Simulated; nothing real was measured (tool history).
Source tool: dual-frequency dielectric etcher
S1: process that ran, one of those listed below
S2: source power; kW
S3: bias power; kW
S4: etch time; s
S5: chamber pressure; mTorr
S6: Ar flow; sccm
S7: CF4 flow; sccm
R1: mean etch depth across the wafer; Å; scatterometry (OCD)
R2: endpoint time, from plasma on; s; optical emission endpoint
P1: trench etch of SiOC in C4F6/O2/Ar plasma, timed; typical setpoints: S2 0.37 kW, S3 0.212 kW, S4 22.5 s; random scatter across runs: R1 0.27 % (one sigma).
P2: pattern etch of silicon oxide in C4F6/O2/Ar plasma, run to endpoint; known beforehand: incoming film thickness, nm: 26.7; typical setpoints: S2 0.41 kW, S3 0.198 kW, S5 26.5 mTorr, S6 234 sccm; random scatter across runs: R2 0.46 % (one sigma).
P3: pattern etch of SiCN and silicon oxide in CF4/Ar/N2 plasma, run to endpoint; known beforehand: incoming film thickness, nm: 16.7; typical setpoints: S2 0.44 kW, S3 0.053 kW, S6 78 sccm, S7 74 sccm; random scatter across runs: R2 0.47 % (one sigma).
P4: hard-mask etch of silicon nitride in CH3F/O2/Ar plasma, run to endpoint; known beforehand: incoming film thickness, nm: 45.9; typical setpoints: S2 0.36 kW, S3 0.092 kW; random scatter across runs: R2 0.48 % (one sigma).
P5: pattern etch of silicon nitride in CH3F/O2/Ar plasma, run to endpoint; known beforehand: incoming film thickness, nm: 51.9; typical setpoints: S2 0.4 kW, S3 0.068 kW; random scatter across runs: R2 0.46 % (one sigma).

| run | hour | S1 | S2 | S3 | S4 | S5 | S6 | S7 | R1 | R2 |
|---|---|---|---|---|---|---|---|---|---|---|
| 1 | 5.3 | P1 | 0.37 | 0.212 | 22.5 |  |  |  | 473.11 |  |
| 2 | 12 | P4 | 0.36 | 0.092 |  |  |  |  |  | 62.6 |
| 3 | 23.3 | P2 | 0.41 | 0.198 |  | 26.5 | 146 |  |  | 7.3413 |
| 4 | 34 | P4 | 0.47 | 0.092 |  |  |  |  |  | 56.826 |
| 5 | 42.6 | P1 | 0.37 | 0.212 | 22.5 |  |  |  | 475.8 |  |
| 6 | 51.6 | P2 | 0.55 | 0.198 |  | 26.5 | 234 |  |  | 6.8854 |
| 7 | 61.4 | P3 | 0.44 | 0.053 |  |  | 46 | 74 |  | 19.398 |
| 8 | 66.6 | P5 | 0.4 | 0.054 |  |  |  |  |  | 79.852 |
| 9 | 72.6 | P1 | 0.37 | 0.135 | 30.5 |  |  |  | 558.51 |  |
| 10 | 80.9 | P3 | 0.44 | 0.053 |  |  | 78 | 98 |  | 20.057 |
| 11 | 89.3 | P1 | 0.37 | 0.212 | 22.5 |  |  |  | 474.4 |  |
| 12 | 98.8 | P2 | 0.41 | 0.277 |  | 26.5 | 234 |  |  | 6.955 |
| 13 | 107.1 | P4 | 0.36 | 0.065 |  |  |  |  |  | 70.523 |
| 14 | 117.8 | P1 | 0.37 | 0.147 | 22.5 |  |  |  | 422.33 |  |
| 15 | 126.1 | P3 | 0.44 | 0.053 |  |  | 78 | 74 |  | 20.806 |
| 16 | 132.9 | P1 | 0.37 | 0.28 | 22.5 |  |  |  | 521.04 |  |
| 17 | 139.8 | P1 | 0.37 | 0.212 | 28 |  |  |  | 588.13 |  |
| 18 | 146.9 | P3 | 0.44 | 0.04 |  |  | 78 | 74 |  | 22.51 |
|  | 150.2 | bias power generator calibrated |
| 19 | 155.2 | P1 | 0.3 | 0.212 | 22.5 |  |  |  | 435.34 |  |
| 20 | 161.5 | P5 | 0.5 | 0.068 |  |  |  |  |  | 68.658 |
| 21 | 168 | P2 | 0.41 | 0.198 |  | 32 | 234 |  |  | 7.885 |
| 22 | 179.1 | P5 | 0.4 | 0.068 |  |  |  |  |  | 74.438 |
| 23 | 188.7 | P4 | 0.36 | 0.092 |  |  |  |  |  | 63.221 |
| 24 | 195 | P1 | 0.45 | 0.212 | 22.5 |  |  |  | 510.56 |  |
| 25 | 202.4 | P1 | 0.37 | 0.212 | 22.5 |  |  |  | 474.85 |  |
| 26 | 209.3 | P1 | 0.37 | 0.158 | 32 |  |  |  | 612.18 |  |
| 27 | 214.5 | P1 | 0.37 | 0.29 | 17.5 |  |  |  | 408.94 |  |
| 28 | 223.2 | P3 | 0.61 | 0.053 |  |  | 78 | 74 |  | 15.436 |
| 29 | 232 | P1 | 0.37 | 0.212 | 14.5 |  |  |  | 305.27 |  |
| 30 | 241.2 | P2 | 0.41 | 0.198 |  | 26.5 | 234 |  |  | 7.7962 |
| 31 | 249.7 | P1 | 0.37 | 0.212 | 22.5 |  |  |  | 472.46 |  |
| 32 | 260.4 | P1 | 0.37 | 0.212 | 22.5 |  |  |  | 475.72 |  |
| 33 | 271.1 | P1 | 0.37 | 0.212 | 22.5 |  |  |  | 477.42 |  |
| 34 | 279.3 | P1 | 0.37 | 0.212 | 22.5 |  |  |  | 480.49 |  |
| 35 | 287.3 | P1 | 0.37 | 0.212 | 22.5 |  |  |  | 481.29 |  |
|  | 287.4 | wet clean of the chamber |
| 36 | 295.1 | P1 | 0.37 | 0.212 | 22.5 |  |  |  | 478.66 |  |
| 37 | 303 | P1 | 0.37 | 0.212 | 22.5 |  |  |  | 479.23 |  |
| 38 | 311.9 | P1 | 0.37 | 0.212 | 22.5 |  |  |  | 481.86 |  |
| 39 | 318.9 | P1 | 0.37 | 0.212 | 22.5 |  |  |  | 481.72 |  |
| 40 | 324.4 | P1 | 0.37 | 0.212 | 22.5 |  |  |  | 481 |  |

The log shows P1 creeping away from where it was. Any of the 2 causes listed here, at the size stated for it, fits the log just as well as the others:
A: bias power that arrives over what is set, % = 4.71
B: source power that arrives over what is set, % = 4.04
The gradual shift began around hour 260.4.
The rest of the possible causes, and what rules out each one:
chamber walls in a state that raises the etch rate, %: serviced at hour 287.4, after the change had begun; the process did not return to its earlier output

Of the 4 check runs below, each run on 3 wafers with the results averaged and each result still a question mark, which one would tell the listed causes apart?
| check 1 | 329.9 | P4 | 0.42 | 0.092 |  |  |  |  |  | ? |
| check 2 | 329.9 | P3 | 0.44 | 0.053 |  |  | 78 | 97 |  | ? |
| check 3 | 329.9 | P5 | 0.5 | 0.068 |  |  |  |  |  | ? |
| check 4 | 329.9 | P2 | 0.55 | 0.198 |  | 26.5 | 167 |  |  | ? |

What each check would give under each cause:
| check | result | if A | if B |
|---|---|---|---|
| check 1 | R2 | 58.463 | 58.569 |
| check 2 | R2 | 19.768 | 19.333 |
| check 3 | R2 | 66.993 | 67.006 |
| check 4 | R2 | 6.5724 | 6.5666 |
How far apart the two closest causes lie, in the result that separates them most: check 1 0.18 %; check 2 2.22 %; check 3 0.02 %; check 4 0.09 %
Check 2 tells the causes apart: in the others they would give nearly the same result.

With check 2 done, the readings were: R2 19.763 s. Identify which of the listed causes applies.

The cause is A: bias power that arrives over what is set, %.
